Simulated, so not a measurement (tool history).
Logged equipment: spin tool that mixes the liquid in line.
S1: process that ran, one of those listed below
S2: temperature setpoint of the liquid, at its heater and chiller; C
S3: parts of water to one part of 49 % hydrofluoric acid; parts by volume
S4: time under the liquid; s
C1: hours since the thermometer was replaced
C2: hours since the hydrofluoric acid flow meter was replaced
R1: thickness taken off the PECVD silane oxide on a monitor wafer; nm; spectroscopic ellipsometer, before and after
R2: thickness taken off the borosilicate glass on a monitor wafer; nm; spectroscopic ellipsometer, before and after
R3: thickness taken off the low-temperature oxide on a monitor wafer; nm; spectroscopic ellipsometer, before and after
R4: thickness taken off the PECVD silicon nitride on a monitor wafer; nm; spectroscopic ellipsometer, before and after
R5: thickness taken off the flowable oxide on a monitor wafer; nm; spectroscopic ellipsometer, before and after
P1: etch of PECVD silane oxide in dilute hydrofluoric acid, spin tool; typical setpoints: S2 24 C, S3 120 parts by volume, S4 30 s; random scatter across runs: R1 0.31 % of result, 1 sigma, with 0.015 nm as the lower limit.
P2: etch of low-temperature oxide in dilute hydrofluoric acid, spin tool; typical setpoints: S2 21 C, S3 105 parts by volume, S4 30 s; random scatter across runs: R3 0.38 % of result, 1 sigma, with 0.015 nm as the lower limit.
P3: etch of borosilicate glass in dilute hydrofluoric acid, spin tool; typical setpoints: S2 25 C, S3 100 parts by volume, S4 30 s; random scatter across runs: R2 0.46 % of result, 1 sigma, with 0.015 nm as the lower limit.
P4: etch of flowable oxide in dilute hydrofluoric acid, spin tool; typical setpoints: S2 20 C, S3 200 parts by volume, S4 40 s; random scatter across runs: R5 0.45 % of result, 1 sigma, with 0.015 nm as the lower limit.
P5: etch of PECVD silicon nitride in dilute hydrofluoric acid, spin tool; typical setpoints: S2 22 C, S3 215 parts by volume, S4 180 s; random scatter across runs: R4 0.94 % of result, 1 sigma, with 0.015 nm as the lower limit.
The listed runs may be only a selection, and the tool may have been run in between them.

Run 1, hour 9.4: S1 P1, S2 24 C, S3 120 parts by volume, S4 30 s; C1 1167.1; C2 739.7. Result: R1 7.4776 nm.
Run 2, hour 15.9: S1 P3, S2 25 C, S3 100 parts by volume, S4 50 s; C1 1173.6; C2 746.2. Result: R2 24.244 nm.
Run 3, hour 23.2: S1 P1, S2 24 C, S3 25 parts by volume, S4 30 s; C1 1180.9; C2 753.5. Result: R1 40.599 nm.
Run 4, hour 31.7: S1 P1, S2 24 C, S3 120 parts by volume, S4 30 s; C1 1189.4; C2 762. Result: R1 7.4636 nm.
At hour 34.1: thermometer replaced.
Run 5, hour 37.1: S1 P1, S2 24 C, S3 120 parts by volume, S4 30 s; C1 3.1; C2 767.4. Result: R1 7.4719 nm.
Run 6, hour 43.1: S1 P1, S2 24 C, S3 120 parts by volume, S4 30 s; C1 9.1; C2 773.4. Result: R1 7.4716 nm.
Run 7, hour 49.7: S1 P2, S2 21 C, S3 105 parts by volume, S4 45 s; C1 15.7; C2 780. Result: R3 11.012 nm.
Run 8, hour 55.7: S1 P1, S2 19.5 C, S3 120 parts by volume, S4 30 s; C1 21.7; C2 786. Result: R1 6.2724 nm.
Run 9, hour 61.2: S1 P3, S2 25 C, S3 100 parts by volume, S4 30 s; C1 27.2; C2 791.5. Result: R2 14.666 nm.
Run 10, hour 67.4: S1 P2, S2 21 C, S3 150 parts by volume, S4 30 s; C1 33.4; C2 797.7. Result: R3 4.8772 nm.
Run 11, hour 74.9: S1 P3, S2 25 C, S3 35 parts by volume, S4 30 s; C1 40.9; C2 805.2. Result: R2 45.65 nm.
Run 12, hour 83.4: S1 P1, S2 24 C, S3 205 parts by volume, S4 30 s; C1 49.4; C2 813.7. Result: R1 3.9688 nm.
Run 13, hour 93.7: S1 P5, S2 22 C, S3 315 parts by volume, S4 180 s; C1 59.7; C2 824. Result: R4 1.7015 nm.
Run 14, hour 103.6: S1 P4, S2 20 C, S3 200 parts by volume, S4 70 s; C1 69.6; C2 833.9. Result: R5 15.692 nm.
Run 15, hour 109.1: S1 P1, S2 24 C, S3 120 parts by volume, S4 30 s; C1 75.1; C2 839.4. Result: R1 7.4781 nm.
Run 16, hour 116.6: S1 P5, S2 22 C, S3 215 parts by volume, S4 180 s; C1 82.6; C2 846.9. Result: R4 2.5253 nm.
Run 17, hour 125.8: S1 P5, S2 22 C, S3 215 parts by volume, S4 180 s; C1 91.8; C2 856.1. Result: R4 2.4919 nm.
Run 18, hour 131.7: S1 P1, S2 28.5 C, S3 120 parts by volume, S4 30 s; C1 97.7; C2 862. Result: R1 8.8627 nm.
Run 19, hour 140.4: S1 P5, S2 22 C, S3 215 parts by volume, S4 25 s; C1 106.4; C2 870.7. Result: R4 0.33523 nm.
Run 20, hour 147.4: S1 P2, S2 26.5 C, S3 105 parts by volume, S4 30 s; C1 113.4; C2 877.7. Result: R3 9.2038 nm.
Run 21, hour 156.6: S1 P1, S2 24 C, S3 120 parts by volume, S4 60 s; C1 122.6; C2 886.9. Result: R1 14.98 nm.
Run 22, hour 163: S1 P1, S2 24 C, S3 205 parts by volume, S4 55 s; C1 129; C2 893.3. Result: R1 7.312 nm.

Forecast run 23:
Run 23, hour 170.8: S1 P4, S2 20 C, S3 200 parts by volume, S4 40 s; C1 136.8; C2 901.1. Result: R5 ?.

Run 23 measured R5 9.0154 nm.
